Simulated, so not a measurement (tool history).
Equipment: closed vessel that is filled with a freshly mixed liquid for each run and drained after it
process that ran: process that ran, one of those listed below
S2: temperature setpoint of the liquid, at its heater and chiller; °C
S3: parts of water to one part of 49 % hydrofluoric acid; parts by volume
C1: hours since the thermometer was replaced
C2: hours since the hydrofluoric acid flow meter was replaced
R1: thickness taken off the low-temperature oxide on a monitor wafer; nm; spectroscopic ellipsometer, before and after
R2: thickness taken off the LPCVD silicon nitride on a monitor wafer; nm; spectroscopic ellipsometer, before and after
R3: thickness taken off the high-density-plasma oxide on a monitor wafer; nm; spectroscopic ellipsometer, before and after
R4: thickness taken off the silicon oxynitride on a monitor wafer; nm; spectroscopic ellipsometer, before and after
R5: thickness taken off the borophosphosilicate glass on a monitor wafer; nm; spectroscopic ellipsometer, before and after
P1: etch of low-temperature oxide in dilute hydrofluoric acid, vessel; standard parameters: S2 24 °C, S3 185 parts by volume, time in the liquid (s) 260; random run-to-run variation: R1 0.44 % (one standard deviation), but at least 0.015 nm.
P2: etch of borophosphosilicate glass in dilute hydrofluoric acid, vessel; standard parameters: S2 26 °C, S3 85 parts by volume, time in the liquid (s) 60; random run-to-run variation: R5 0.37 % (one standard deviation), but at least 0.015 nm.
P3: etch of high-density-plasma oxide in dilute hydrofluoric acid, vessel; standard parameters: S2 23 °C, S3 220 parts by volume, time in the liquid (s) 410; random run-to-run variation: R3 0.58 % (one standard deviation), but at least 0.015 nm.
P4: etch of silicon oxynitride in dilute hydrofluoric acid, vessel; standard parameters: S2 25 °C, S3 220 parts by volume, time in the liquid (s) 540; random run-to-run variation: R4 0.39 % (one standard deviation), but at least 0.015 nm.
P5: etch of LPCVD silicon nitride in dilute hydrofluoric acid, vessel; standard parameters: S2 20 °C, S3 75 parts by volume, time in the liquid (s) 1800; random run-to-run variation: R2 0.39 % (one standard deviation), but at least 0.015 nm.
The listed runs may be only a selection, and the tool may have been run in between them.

Run 1, hour 9.6: process that ran P1, S2 24 °C, S3 185 parts by volume, time in the liquid (s) 260; C1 195.4; C2 1145.6. Result: R1 30.009 nm.
Run 2, hour 19.4: process that ran P5, S2 20 °C, S3 75 parts by volume, time in the liquid (s) 1800; C1 205.2; C2 1155.4. Result: R2 9.0637 nm.
Run 3, hour 27.1: process that ran P3, S2 23 °C, S3 220 parts by volume, time in the liquid (s) 30; C1 212.9; C2 1163.1. Result: R3 0.57212 nm.
Run 4, hour 33.5: process that ran P3, S2 29.5 °C, S3 220 parts by volume, time in the liquid (s) 410; C1 219.3; C2 1169.5. Result: R3 9.9353 nm.
Run 5, hour 42.5: process that ran P5, S2 20 °C, S3 75 parts by volume, time in the liquid (s) 70; C1 228.3; C2 1178.5. Result: R2 0.32989 nm.
Run 6, hour 52.8: process that ran P1, S2 18 °C, S3 185 parts by volume, time in the liquid (s) 260; C1 238.6; C2 1188.8. Result: R1 23.921 nm.
Run 7, hour 62.3: process that ran P4, S2 25 °C, S3 220 parts by volume, time in the liquid (s) 240; C1 248.1; C2 1198.3. Result: R4 2.5063 nm.
Run 8, hour 67.1: process that ran P2, S2 26 °C, S3 85 parts by volume, time in the liquid (s) 30; C1 252.9; C2 1203.1. Result: R5 21.414 nm.
Run 9, hour 76.1: process that ran P4, S2 31.5 °C, S3 220 parts by volume, time in the liquid (s) 540; C1 261.9; C2 1212.1. Result: R4 7.4289 nm.
Run 10, hour 81.3: process that ran P2, S2 26 °C, S3 150 parts by volume, time in the liquid (s) 60; C1 267.1; C2 1217.3. Result: R5 22.546 nm.
Run 11, hour 88.6: process that ran P1, S2 24 °C, S3 185 parts by volume, time in the liquid (s) 260; C1 274.4; C2 1224.6. Result: R1 30.082 nm.
Run 12, hour 98.1: process that ran P3, S2 23 °C, S3 220 parts by volume, time in the liquid (s) 410; C1 283.9; C2 1234.1. Result: R3 7.9059 nm.
Run 13, hour 102.9: process that ran P1, S2 24 °C, S3 80 parts by volume, time in the liquid (s) 260; C1 288.7; C2 1238.9. Result: R1 78.41 nm.
Run 14, hour 112.5: process that ran P1, S2 24 °C, S3 185 parts by volume, time in the liquid (s) 260; C1 298.3; C2 1248.5. Result: R1 30.226 nm.
Run 15, hour 120.7: process that ran P1, S2 28.5 °C, S3 185 parts by volume, time in the liquid (s) 260; C1 306.5; C2 1256.7. Result: R1 35.515 nm.
Run 16, hour 126.6: process that ran P1, S2 20.5 °C, S3 275 parts by volume, time in the liquid (s) 260; C1 312.4; C2 1262.6. Result: R1 16.303 nm.
Run 17, hour 134.9: process that ran P1, S2 24 °C, S3 185 parts by volume, time in the liquid (s) 260; C1 320.7; C2 1270.9. Result: R1 30.181 nm.
Run 18, hour 143.6: process that ran P5, S2 20 °C, S3 75 parts by volume, time in the liquid (s) 1800; C1 329.4; C2 1279.6. Result: R2 9.0652 nm.
Run 19, hour 151: process that ran P5, S2 20 °C, S3 20 parts by volume, time in the liquid (s) 1800; C1 336.8; C2 1287. Result: R2 32.374 nm.
Run 20, hour 157: process that ran P5, S2 28 °C, S3 75 parts by volume, time in the liquid (s) 1800; C1 342.8; C2 1293. Result: R2 15.308 nm.
Run 21, hour 163.9: process that ran P1, S2 24 °C, S3 185 parts by volume, time in the liquid (s) 260; C1 349.7; C2 1299.9. Result: R1 30.079 nm.
Run 22, hour 174.8: process that ran P1, S2 24 °C, S3 185 parts by volume, time in the liquid (s) 75; C1 360.6; C2 1310.8. Result: R1 8.6451 nm.
Run 23, hour 184.4: process that ran P2, S2 26 °C, S3 85 parts by volume, time in the liquid (s) 60; C1 370.2; C2 1320.4. Result: R5 42.78 nm.
Run 24, hour 191.1: process that ran P4, S2 25 °C, S3 80 parts by volume, time in the liquid (s) 540; C1 376.9; C2 1327.1. Result: R4 17.311 nm.
Run 25, hour 201.9: process that ran P2, S2 33.5 °C, S3 85 parts by volume, time in the liquid (s) 60; C1 387.7; C2 1337.9. Result: R5 57.028 nm.
Run 26, hour 209.8: process that ran P3, S2 23 °C, S3 220 parts by volume, time in the liquid (s) 410; C1 395.6; C2 1345.8. Result: R3 7.8765 nm.
Run 27, hour 216.7: process that ran P1, S2 24 °C, S3 310 parts by volume, time in the liquid (s) 260; C1 402.5; C2 1352.7. Result: R1 15.866 nm.
Run 28, hour 224.3: process that ran P3, S2 23 °C, S3 85 parts by volume, time in the liquid (s) 410; C1 410.1; C2 1360.3. Result: R3 23.697 nm.
Run 29, hour 233.9: process that ran P4, S2 25 °C, S3 220 parts by volume, time in the liquid (s) 540; C1 419.7; C2 1369.9. Result: R4 5.6413 nm.
Run 30, hour 239.1: process that ran P1, S2 24 °C, S3 185 parts by volume, time in the liquid (s) 375; C1 424.9; C2 1375.1. Result: R1 43.403 nm.
Run 31, hour 247.8: process that ran P1, S2 24 °C, S3 185 parts by volume, time in the liquid (s) 260; C1 433.6; C2 1383.8. Result: R1 30.225 nm.
Run 32, hour 258.5: process that ran P1, S2 24 °C, S3 185 parts by volume, time in the liquid (s) 260; C1 444.3; C2 1394.5. Result: R1 30.167 nm.
Run 33, hour 263.7: process that ran P1, S2 24 °C, S3 185 parts by volume, time in the liquid (s) 260; C1 449.5; C2 1399.7. Result: R1 30.502 nm.
Run 34, hour 269.8: process that ran P1, S2 24 °C, S3 185 parts by volume, time in the liquid (s) 260; C1 455.6; C2 1405.8. Result: R1 31.067 nm.
Run 35, hour 277.6: process that ran P1, S2 24 °C, S3 185 parts by volume, time in the liquid (s) 260; C1 463.4; C2 1413.6. Result: R1 31.497 nm.
Run 36, hour 287: process that ran P1, S2 24 °C, S3 185 parts by volume, time in the liquid (s) 260; C1 472.8; C2 1423. Result: R1 31.349 nm.
Run 37, hour 297.6: process that ran P1, S2 24 °C, S3 185 parts by volume, time in the liquid (s) 260; C1 483.4; C2 1433.6. Result: R1 31.892 nm.
Run 38, hour 307.6: process that ran P1, S2 24 °C, S3 185 parts by volume, time in the liquid (s) 260; C1 493.4; C2 1443.6. Result: R1 31.996 nm.
Run 39, hour 314.1: process that ran P1, S2 24 °C, S3 185 parts by volume, time in the liquid (s) 260; C1 499.9; C2 1450.1. Result: R1 32.021 nm.
Run 40, hour 321.4: process that ran P1, S2 24 °C, S3 185 parts by volume, time in the liquid (s) 260; C1 507.2; C2 1457.4. Result: R1 31.931 nm.
Run 41, hour 331.8: process that ran P1, S2 24 °C, S3 185 parts by volume, time in the liquid (s) 260; C1 517.6; C2 1467.8. Result: R1 32.013 nm.
Run 42, hour 341.3: process that ran P1, S2 24 °C, S3 185 parts by volume, time in the liquid (s) 260; C1 527.1; C2 1477.3. Result: R1 32.181 nm.

The output of P1 has drifted from where it used to be. Each of the 2 causes below, taken at the size shown beside it, accounts for the log equally well:
A: hydrofluoric acid flow above the setpoint (%) = 5.64
B: liquid hotter than its thermometer reads (K) = 1.78
The process output started creeping at around hour 258.5.

Question marks stand in for the results of the 4 check runs listed below, each run on one wafer. Under which run would the listed causes show clearly different results?
Run check 1, hour 350.8: process that ran P5, S2 27 °C, S3 75 parts by volume, time in the liquid (s) 540. Result: R2 ?.
Run check 2, hour 350.8: process that ran P3, S2 23 °C, S3 150 parts by volume, time in the liquid (s) 65. Result: R3 ?.
Run check 3, hour 350.8: process that ran P2, S2 29 °C, S3 85 parts by volume, time in the liquid (s) 60. Result: R5 ?.
Run check 4, hour 350.8: process that ran P4, S2 28 °C, S3 220 parts by volume, time in the liquid (s) 540. Result: R4 ?.

Predicted outcomes, by check and by cause:
  check  result    if A    if B
check 1      R2  4.5613   4.847
check 2      R3   2.109   2.118
check 3      R5  51.319  51.646
check 4      R4  6.8519  6.9197
Gap, in per cent, between the two causes that each check separates least, read from the result that separates them most: check 1 6.08 %; check 2 0.43 %; check 3 0.64 %; check 4 0.98 %
Check 1 distinguishes between the causes, while the remaining checks would return nearly the same result for all of them.

Check 1 was then run and gave: R2 4.5648 nm. Which cause is it?

Of the candidate causes, it is A: hydrofluoric acid flow above the setpoint (%).
